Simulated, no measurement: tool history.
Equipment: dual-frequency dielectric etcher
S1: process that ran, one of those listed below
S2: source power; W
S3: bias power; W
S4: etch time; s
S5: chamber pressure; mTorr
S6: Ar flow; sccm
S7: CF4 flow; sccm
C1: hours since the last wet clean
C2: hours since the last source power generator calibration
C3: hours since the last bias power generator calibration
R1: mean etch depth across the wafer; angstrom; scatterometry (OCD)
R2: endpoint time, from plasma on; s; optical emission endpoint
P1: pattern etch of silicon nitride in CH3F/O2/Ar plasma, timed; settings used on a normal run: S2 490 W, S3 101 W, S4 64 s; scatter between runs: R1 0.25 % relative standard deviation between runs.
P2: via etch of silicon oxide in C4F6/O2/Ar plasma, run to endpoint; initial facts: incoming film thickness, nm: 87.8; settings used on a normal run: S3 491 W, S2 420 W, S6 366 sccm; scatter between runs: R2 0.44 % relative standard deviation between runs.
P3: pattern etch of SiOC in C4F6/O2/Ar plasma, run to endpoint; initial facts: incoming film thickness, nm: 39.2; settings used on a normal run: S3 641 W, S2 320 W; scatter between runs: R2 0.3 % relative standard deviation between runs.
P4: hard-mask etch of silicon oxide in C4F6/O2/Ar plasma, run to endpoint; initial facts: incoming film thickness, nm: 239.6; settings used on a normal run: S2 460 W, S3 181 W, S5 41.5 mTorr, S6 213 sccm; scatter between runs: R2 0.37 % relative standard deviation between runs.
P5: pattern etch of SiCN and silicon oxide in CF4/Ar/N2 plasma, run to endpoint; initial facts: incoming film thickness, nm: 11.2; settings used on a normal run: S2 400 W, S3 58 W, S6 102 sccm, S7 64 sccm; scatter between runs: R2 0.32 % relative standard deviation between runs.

Run 1, day 0.738: S1 P1, S2 490 W, S3 101 W, S4 64 s; C1 518.0; C2 728.9; C3 1350.9. Result: R1 553.67 angstrom.
Run 2, day 1.258: S1 P4, S2 640 W, S3 181 W, S5 41.5 mTorr, S6 213 sccm; C1 530.5; C2 741.4; C3 1363.4. Result: R2 63.177 s.
Run 3, day 1.812: S1 P5, S2 490 W, S3 58 W, S6 102 sccm, S7 64 sccm; C1 543.8; C2 754.7; C3 1376.7. Result: R2 13.036 s.
Run 4, day 2.196: S1 P1, S2 490 W, S3 101 W, S4 47 s; C1 553.0; C2 763.9; C3 1385.9. Result: R1 406.21 angstrom.
Run 5, day 2.917: S1 P5, S2 400 W, S3 39 W, S6 102 sccm, S7 64 sccm; C1 570.3; C2 781.2; C3 1403.2. Result: R2 17.652 s.
Run 6, day 3.438: S1 P2, S2 420 W, S3 694 W, S6 366 sccm; C1 582.8; C2 793.7; C3 1415.7. Result: R2 16.893 s.
Run 7, day 4.112: S1 P4, S2 460 W, S3 218 W, S5 41.5 mTorr, S6 213 sccm; C1 599.0; C2 809.9; C3 1431.9. Result: R2 68.222 s.
Run 8, day 4.625: S1 P3, S2 220 W, S3 641 W; C1 611.3; C2 822.2; C3 1444.2. Result: R2 14.599 s.
Run 9, day 5.025: S1 P5, S2 400 W, S3 58 W, S6 136 sccm, S7 64 sccm; C1 620.9; C2 831.8; C3 1453.8. Result: R2 16.329 s.
Run 10, day 5.412: S1 P1, S2 490 W, S3 101 W, S4 64 s; C1 630.2; C2 841.1; C3 1463.1. Result: R1 553.98 angstrom.
Run 11, day 5.925: S1 P1, S2 490 W, S3 101 W, S4 64 s; C1 642.5; C2 853.4; C3 1475.4. Result: R1 554.60 angstrom.
Run 12, day 6.625: S1 P4, S2 460 W, S3 181 W, S5 41.5 mTorr, S6 213 sccm; C1 659.3; C2 870.2; C3 1492.2. Result: R2 71.873 s.
Run 13, day 7.238: S1 P1, S2 490 W, S3 131 W, S4 64 s; C1 674.0; C2 884.9; C3 1506.9. Result: R1 606.86 angstrom.
Run 14, day 7.900: S1 P5, S2 400 W, S3 58 W, S6 102 sccm, S7 64 sccm; C1 689.9; C2 900.8; C3 1522.8. Result: R2 15.614 s.
Run 15, day 8.254: S1 P5, S2 400 W, S3 58 W, S6 102 sccm, S7 64 sccm; C1 698.4; C2 909.3; C3 1531.3. Result: R2 15.558 s.
Run 16, day 8.633: S1 P4, S2 460 W, S3 181 W, S5 41.5 mTorr, S6 133 sccm; C1 707.5; C2 918.4; C3 1540.4. Result: R2 68.308 s.
Run 17, day 9.321: S1 P3, S2 320 W, S3 827 W; C1 724.0; C2 934.9; C3 1556.9. Result: R2 11.527 s.
Run 18, day 9.688: S1 P3, S2 320 W, S3 641 W; C1 732.8; C2 943.7; C3 1565.7. Result: R2 12.753 s.
Run 19, day 10.021: S1 P2, S2 420 W, S3 491 W, S6 366 sccm; C1 740.8; C2 951.7; C3 1573.7. Result: R2 19.303 s.
Run 20, day 10.471: S1 P1, S2 490 W, S3 101 W, S4 93 s; C1 751.6; C2 962.5; C3 1584.5. Result: R1 802.60 angstrom.
Run 21, day 10.821: S1 P5, S2 400 W, S3 58 W, S6 102 sccm, S7 88 sccm; C1 760.0; C2 970.9; C3 1592.9. Result: R2 14.835 s.
Run 22, day 11.183: S1 P1, S2 490 W, S3 101 W, S4 64 s; C1 768.7; C2 979.6; C3 1601.6. Result: R1 554.33 angstrom.
Run 23, day 11.638: S1 P4, S2 460 W, S3 181 W, S5 41.5 mTorr, S6 213 sccm; C1 779.6; C2 990.5; C3 1612.5. Result: R2 71.958 s.
Run 24, day 12.392: S1 P1, S2 360 W, S3 101 W, S4 64 s; C1 797.7; C2 1008.6; C3 1630.6. Result: R1 491.43 angstrom.
At day 12.788: bias power generator calibrated.
Run 25, day 12.921: S1 P4, S2 460 W, S3 181 W, S5 57.0 mTorr, S6 213 sccm; C1 810.4; C2 1021.3; C3 3.3. Result: R2 74.450 s.
Run 26, day 13.646: S1 P2, S2 420 W, S3 491 W, S6 446 sccm; C1 827.8; C2 1038.7; C3 20.7. Result: R2 19.810 s.
Run 27, day 14.217: S1 P1, S2 490 W, S3 64 W, S4 94 s; C1 841.5; C2 1052.4; C3 34.4. Result: R1 696.60 angstrom.
Run 28, day 14.942: S1 P1, S2 490 W, S3 77 W, S4 64 s; C1 858.9; C2 1069.8; C3 51.8. Result: R1 502.52 angstrom.
Run 29, day 15.350: S1 P3, S2 320 W, S3 641 W; C1 868.7; C2 1079.6; C3 61.6. Result: R2 12.797 s.
Run 30, day 15.854: S1 P1, S2 600 W, S3 101 W, S4 64 s; C1 880.8; C2 1091.7; C3 73.7. Result: R1 596.52 angstrom.
Run 31, day 16.329: S1 P2, S2 260 W, S3 491 W, S6 366 sccm; C1 892.2; C2 1103.1; C3 85.1. Result: R2 23.006 s.
Run 32, day 16.975: S1 P1, S2 490 W, S3 101 W, S4 64 s; C1 907.7; C2 1118.6; C3 100.6. Result: R1 553.04 angstrom.
Run 33, day 17.338: S1 P1, S2 490 W, S3 101 W, S4 64 s; C1 916.4; C2 1127.3; C3 109.3. Result: R1 553.61 angstrom.
Run 34, day 18.050: S1 P1, S2 490 W, S3 101 W, S4 64 s; C1 933.5; C2 1144.4; C3 126.4. Result: R1 549.76 angstrom.
Run 35, day 18.412: S1 P1, S2 490 W, S3 101 W, S4 64 s; C1 942.2; C2 1153.1; C3 135.1. Result: R1 549.50 angstrom.
Run 36, day 19.096: S1 P1, S2 490 W, S3 101 W, S4 64 s; C1 958.6; C2 1169.5; C3 151.5. Result: R1 549.67 angstrom.
At day 19.725: wet clean of the chamber.
Run 37, day 19.808: S1 P1, S2 490 W, S3 101 W, S4 64 s; C1 2.0; C2 1186.6; C3 168.6. Result: R1 548.12 angstrom.
Run 38, day 20.504: S1 P1, S2 490 W, S3 101 W, S4 64 s; C1 18.7; C2 1203.3; C3 185.3. Result: R1 546.21 angstrom.
Run 39, day 21.000: S1 P1, S2 490 W, S3 101 W, S4 64 s; C1 30.6; C2 1215.2; C3 197.2. Result: R1 548.09 angstrom.
Run 40, day 21.712: S1 P1, S2 490 W, S3 101 W, S4 64 s; C1 47.7; C2 1232.3; C3 214.3. Result: R1 546.71 angstrom.
Run 41, day 22.350: S1 P1, S2 490 W, S3 101 W, S4 64 s; C1 63.0; C2 1247.6; C3 229.6. Result: R1 547.07 angstrom.
Run 42, day 22.738: S1 P1, S2 490 W, S3 101 W, S4 64 s; C1 72.3; C2 1256.9; C3 238.9. Result: R1 548.69 angstrom.

What P1 gives has crept off from where it sat before. The 2 causes that follow fit the log equally well, each at the size noted:
A: bias power that arrives under what is set, % = 3.44
B: source power that arrives under what is set, % = 3.33
The gradual shift began around day 16.975.
Why every other cause is out:
chamber walls in a state that lowers the etch rate, %: serviced at day 19.725, after the change had begun; the process did not return to its earlier output

Below are 4 check runs, each averaged over 2 wafers, with their results shown as question marks. Which of them would give clearly different results depending on which cause is behind the drift?
Run check 1, day 23.125: S1 P3, S2 260 W, S3 641 W. Result: R2 ?.
Run check 2, day 23.125: S1 P2, S2 330 W, S3 491 W, S6 366 sccm. Result: R2 ?.
Run check 3, day 23.125: S1 P5, S2 400 W, S3 45 W, S6 102 sccm, S7 83 sccm. Result: R2 ?.
Run check 4, day 23.125: S1 P4, S2 460 W, S3 213 W, S5 41.5 mTorr, S6 138 sccm. Result: R2 ?.

What every check run would give for each of its results, assuming each possible cause in turn:
  check  result    if A    if B
check 1      R2  13.946  13.926
check 2      R2  21.456  21.441
check 3      R2  16.314  16.644
check 4      R2  65.621  65.739
Minimum pairwise separation of causes per check, each pair taken at its best-separating result: check 1 0.15 %; check 2 0.07 %; check 3 2 %; check 4 0.18 %
The other checks would show nearly matching results whichever cause is true, so check 3 is the only one that separates the causes.

Check 3 was carried out, with these results: R2 16.730 s. Which of the listed causes is responsible?

B is the cause: source power that arrives under what is set, %.
